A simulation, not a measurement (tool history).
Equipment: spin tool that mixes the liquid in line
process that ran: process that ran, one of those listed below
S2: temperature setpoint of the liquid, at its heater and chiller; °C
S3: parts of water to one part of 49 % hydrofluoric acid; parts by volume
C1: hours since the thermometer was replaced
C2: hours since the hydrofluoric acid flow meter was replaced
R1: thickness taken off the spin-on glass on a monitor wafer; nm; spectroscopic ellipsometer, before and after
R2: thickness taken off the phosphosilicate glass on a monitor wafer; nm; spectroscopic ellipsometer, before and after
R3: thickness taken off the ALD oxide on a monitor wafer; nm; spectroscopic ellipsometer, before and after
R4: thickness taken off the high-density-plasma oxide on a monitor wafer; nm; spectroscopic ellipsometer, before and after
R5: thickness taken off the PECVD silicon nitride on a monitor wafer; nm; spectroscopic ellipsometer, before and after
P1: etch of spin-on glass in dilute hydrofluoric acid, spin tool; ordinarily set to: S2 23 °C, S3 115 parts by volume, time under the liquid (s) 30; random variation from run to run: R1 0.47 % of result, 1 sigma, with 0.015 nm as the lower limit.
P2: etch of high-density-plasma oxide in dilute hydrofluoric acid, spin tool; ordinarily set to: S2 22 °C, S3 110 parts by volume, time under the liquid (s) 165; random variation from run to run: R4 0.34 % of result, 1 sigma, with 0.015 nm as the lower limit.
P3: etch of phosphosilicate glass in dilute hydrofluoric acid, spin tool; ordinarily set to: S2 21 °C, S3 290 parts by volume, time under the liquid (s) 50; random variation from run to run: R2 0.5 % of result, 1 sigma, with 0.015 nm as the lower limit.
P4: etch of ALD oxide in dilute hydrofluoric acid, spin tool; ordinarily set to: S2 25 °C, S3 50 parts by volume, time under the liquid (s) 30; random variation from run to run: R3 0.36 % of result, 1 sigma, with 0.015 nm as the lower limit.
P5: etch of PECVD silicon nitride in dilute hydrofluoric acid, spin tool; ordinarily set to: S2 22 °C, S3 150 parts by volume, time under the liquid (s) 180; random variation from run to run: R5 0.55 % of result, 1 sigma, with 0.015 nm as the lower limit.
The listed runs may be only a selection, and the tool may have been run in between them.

run 1 hour=5.5 | process_that_ran=P1 S2=23 S3=115 time_under_the_liquid_(s)=30 | C1=1330.3 C2=369.6 | R1=17.517
run 2 hour=10 | process_that_ran=P3 S2=21 S3=125 time_under_the_liquid_(s)=50 | C1=1334.8 C2=374.1 | R2=38.624
run 3 hour=15.8 | process_that_ran=P4 S2=25 S3=50 time_under_the_liquid_(s)=30 | C1=1340.6 C2=379.9 | R3=12.244
run 4 hour=19.5 | process_that_ran=P1 S2=17 S3=115 time_under_the_liquid_(s)=55 | C1=1344.3 C2=383.6 | R1=24.825
run 5 hour=25.3 | process_that_ran=P2 S2=26 S3=110 time_under_the_liquid_(s)=165 | C1=1350.1 C2=389.4 | R4=8.0793
run 6 hour=29.5 | process_that_ran=P1 S2=17 S3=115 time_under_the_liquid_(s)=30 | C1=1354.3 C2=393.6 | R1=13.354
run 7 hour=33.4 | process_that_ran=P5 S2=22 S3=60 time_under_the_liquid_(s)=180 | C1=1358.2 C2=397.5 | R5=11.145
run 8 hour=37.2 | process_that_ran=P3 S2=21 S3=290 time_under_the_liquid_(s)=15 | C1=1362 C2=401.3 | R2=4.1672
run 9 hour=40.8 | process_that_ran=P1 S2=23 S3=60 time_under_the_liquid_(s)=30 | C1=1365.6 C2=404.9 | R1=35.251
run 10 hour=44.7 | process_that_ran=P1 S2=23 S3=175 time_under_the_liquid_(s)=30 | C1=1369.5 C2=408.8 | R1=10.625
run 11 hour=50 | process_that_ran=P4 S2=31.5 S3=50 time_under_the_liquid_(s)=30 | C1=1374.8 C2=414.1 | R3=15.91
run 12 hour=54.5 | process_that_ran=P1 S2=28.5 S3=115 time_under_the_liquid_(s)=50 | C1=1379.3 C2=418.6 | R1=35.744
run 13 hour=61.2 | process_that_ran=P2 S2=22 S3=110 time_under_the_liquid_(s)=165 | C1=1386 C2=425.3 | R4=6.8799
run 14 hour=65.3 | process_that_ran=P5 S2=22 S3=150 time_under_the_liquid_(s)=180 | C1=1390.1 C2=429.4 | R5=4.6116
run 15 hour=70.8 | process_that_ran=P3 S2=21 S3=290 time_under_the_liquid_(s)=50 | C1=1395.6 C2=434.9 | R2=13.948
run 16 hour=76.9 | process_that_ran=P1 S2=23 S3=115 time_under_the_liquid_(s)=30 | C1=1401.7 C2=441 | R1=17.3
run 17 hour=81 | process_that_ran=P3 S2=17 S3=290 time_under_the_liquid_(s)=50 | C1=1405.8 C2=445.1 | R2=12.112
-- hour=85.1 hydrofluoric acid flow meter replaced
run 18 hour=85.4 | process_that_ran=P4 S2=25 S3=30 time_under_the_liquid_(s)=30 | C1=1410.2 C2=0.4 | R3=21.13
run 19 hour=92.3 | process_that_ran=P1 S2=28 S3=115 time_under_the_liquid_(s)=30 | C1=1417.1 C2=7.3 | R1=21.018
run 20 hour=99.2 | process_that_ran=P1 S2=23 S3=115 time_under_the_liquid_(s)=15 | C1=1424 C2=14.2 | R1=8.7225
run 21 hour=104.3 | process_that_ran=P5 S2=22 S3=150 time_under_the_liquid_(s)=60 | C1=1429.1 C2=19.3 | R5=1.5324
run 22 hour=110.7 | process_that_ran=P2 S2=22 S3=110 time_under_the_liquid_(s)=295 | C1=1435.5 C2=25.7 | R4=12.304
run 23 hour=115.4 | process_that_ran=P1 S2=23 S3=115 time_under_the_liquid_(s)=30 | C1=1440.2 C2=30.4 | R1=17.395
run 24 hour=119.6 | process_that_ran=P5 S2=28 S3=150 time_under_the_liquid_(s)=180 | C1=1444.4 C2=34.6 | R5=6.7924
run 25 hour=125 | process_that_ran=P4 S2=25 S3=50 time_under_the_liquid_(s)=15 | C1=1449.8 C2=40 | R3=6.1262
run 26 hour=128.2 | process_that_ran=P4 S2=25 S3=50 time_under_the_liquid_(s)=30 | C1=1453 C2=43.2 | R3=12.264
run 27 hour=133.5 | process_that_ran=P5 S2=22 S3=150 time_under_the_liquid_(s)=180 | C1=1458.3 C2=48.5 | R5=4.5628
run 28 hour=140 | process_that_ran=P1 S2=17 S3=195 time_under_the_liquid_(s)=30 | C1=1464.8 C2=55 | R1=7.3621
run 29 hour=145.5 | process_that_ran=P1 S2=23 S3=115 time_under_the_liquid_(s)=55 | C1=1470.3 C2=60.5 | R1=31.648
run 30 hour=149.4 | process_that_ran=P2 S2=22 S3=20 time_under_the_liquid_(s)=165 | C1=1474.2 C2=64.4 | R4=42.349
run 31 hour=156.3 | process_that_ran=P1 S2=23 S3=115 time_under_the_liquid_(s)=30 | C1=1481.1 C2=71.3 | R1=17.149
run 32 hour=163.4 | process_that_ran=P1 S2=23 S3=115 time_under_the_liquid_(s)=30 | C1=1488.2 C2=78.4 | R1=17.249
run 33 hour=169.6 | process_that_ran=P1 S2=23 S3=115 time_under_the_liquid_(s)=30 | C1=1494.4 C2=84.6 | R1=17.223
run 34 hour=175 | process_that_ran=P1 S2=23 S3=115 time_under_the_liquid_(s)=30 | C1=1499.8 C2=90 | R1=16.725
run 35 hour=181.9 | process_that_ran=P1 S2=23 S3=115 time_under_the_liquid_(s)=30 | C1=1506.7 C2=96.9 | R1=16.578
run 36 hour=187 | process_that_ran=P1 S2=23 S3=115 time_under_the_liquid_(s)=30 | C1=1511.8 C2=102 | R1=16.421
run 37 hour=193 | process_that_ran=P1 S2=23 S3=115 time_under_the_liquid_(s)=30 | C1=1517.8 C2=108 | R1=16.36
run 38 hour=196.7 | process_that_ran=P1 S2=23 S3=115 time_under_the_liquid_(s)=30 | C1=1521.5 C2=111.7 | R1=16.364
run 39 hour=201.2 | process_that_ran=P1 S2=23 S3=115 time_under_the_liquid_(s)=30 | C1=1526 C2=116.2 | R1=16.315

Compared with where it was, what P1 gives has crept away. Each cause listed below fits the log as well as the rest, at the size given for it:
A: hydrofluoric acid flow below the setpoint (%) = 5.04
B: liquid colder than its thermometer reads (K) = 1.48
The drift started at roughly hour 169.6.

Which of the 4 check runs listed below separates the causes, so that each cause would produce a clearly different result? Each run uses one wafer, and its results are marked with question marks.
run check 1 hour=205.7 | process_that_ran=P4 S2=25 S3=50 time_under_the_liquid_(s)=30 | R3=?
run check 2 hour=205.7 | process_that_ran=P3 S2=21 S3=290 time_under_the_liquid_(s)=50 | R2=?
run check 3 hour=205.7 | process_that_ran=P2 S2=22 S3=110 time_under_the_liquid_(s)=165 | R4=?
run check 4 hour=205.7 | process_that_ran=P5 S2=22 S3=150 time_under_the_liquid_(s)=180 | R5=?

Predicted outcomes, by check and by cause:
check=check_1 result=R3 if_A=11.627 if_B=11.563
check=check_2 result=R2 if_A=13.157 if_B=13.311
check=check_3 result=R4 if_A=6.5099 if_B=6.5016
check=check_4 result=R5 if_A=4.3452 if_B=4.1455
Separation of the two closest causes in each check, using whichever result separates them best: check 1 0.55 %; check 2 1.16 %; check 3 0.13 %; check 4 4.7 %
Only in check 4 would the causes give clearly different results; in the remaining checks their results would be nearly the same.

The results of check 4 are: R5 4.1661 nm. Based on these, which of the listed causes is it?

It was cause B: liquid colder than its thermometer reads (K).
